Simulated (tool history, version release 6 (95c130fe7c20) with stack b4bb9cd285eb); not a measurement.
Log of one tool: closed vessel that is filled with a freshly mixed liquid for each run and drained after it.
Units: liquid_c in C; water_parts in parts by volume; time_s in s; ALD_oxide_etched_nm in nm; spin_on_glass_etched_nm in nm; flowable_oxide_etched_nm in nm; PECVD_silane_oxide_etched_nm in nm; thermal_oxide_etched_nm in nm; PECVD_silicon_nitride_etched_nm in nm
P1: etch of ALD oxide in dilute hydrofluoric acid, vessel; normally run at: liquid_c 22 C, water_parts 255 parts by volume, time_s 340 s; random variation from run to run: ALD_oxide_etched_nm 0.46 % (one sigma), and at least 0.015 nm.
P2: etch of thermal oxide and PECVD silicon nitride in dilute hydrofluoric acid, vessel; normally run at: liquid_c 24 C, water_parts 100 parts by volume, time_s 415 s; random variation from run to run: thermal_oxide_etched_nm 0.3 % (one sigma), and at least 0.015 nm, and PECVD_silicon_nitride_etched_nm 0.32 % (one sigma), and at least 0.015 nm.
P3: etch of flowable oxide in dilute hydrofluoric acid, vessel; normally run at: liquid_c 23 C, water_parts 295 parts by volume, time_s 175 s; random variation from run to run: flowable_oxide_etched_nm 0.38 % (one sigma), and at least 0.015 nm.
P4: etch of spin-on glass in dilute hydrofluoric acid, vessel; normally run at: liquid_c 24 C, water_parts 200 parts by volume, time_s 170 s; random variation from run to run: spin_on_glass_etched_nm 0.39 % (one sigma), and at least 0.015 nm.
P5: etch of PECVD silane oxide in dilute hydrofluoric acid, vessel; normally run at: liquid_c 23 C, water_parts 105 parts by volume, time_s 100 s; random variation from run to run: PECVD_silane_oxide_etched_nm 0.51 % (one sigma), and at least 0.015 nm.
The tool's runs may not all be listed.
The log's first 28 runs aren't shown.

run,hour,process,liquid_c,water_parts,time_s,hours since the thermometer was replaced,hours since the hydrofluoric acid flow meter was replaced,ALD_oxide_etched_nm,spin_on_glass_etched_nm,flowable_oxide_etched_nm,PECVD_silane_oxide_etched_nm,thermal_oxide_etched_nm,PECVD_silicon_nitride_etched_nm
29,178,P3,23,295,175,452.8,944.8,,,16.686,,,
30,184.3,P1,22,255,340,459.1,951.1,29.274,,,,,
31,192.1,P1,22,255,340,466.9,958.9,28.728,,,,,
32,200.1,P1,22,255,340,474.9,966.9,28.054,,,,,
33,205.7,P1,22,255,340,480.5,972.5,28.06,,,,,
34,211.3,P1,22,255,340,486.1,978.1,27.921,,,,,
35,217.9,P1,22,255,340,492.7,984.7,27.641,,,,,
36,224,P1,22,255,340,498.8,990.8,27.712,,,,,
37,230,P1,22,255,340,504.8,996.8,27.62,,,,,

The next listed run, before its measurement:
38,234.6,P1,22,255,340,509.4,1001.4,?,,,,,

ALD_oxide_etched_nm: 27.912 nm
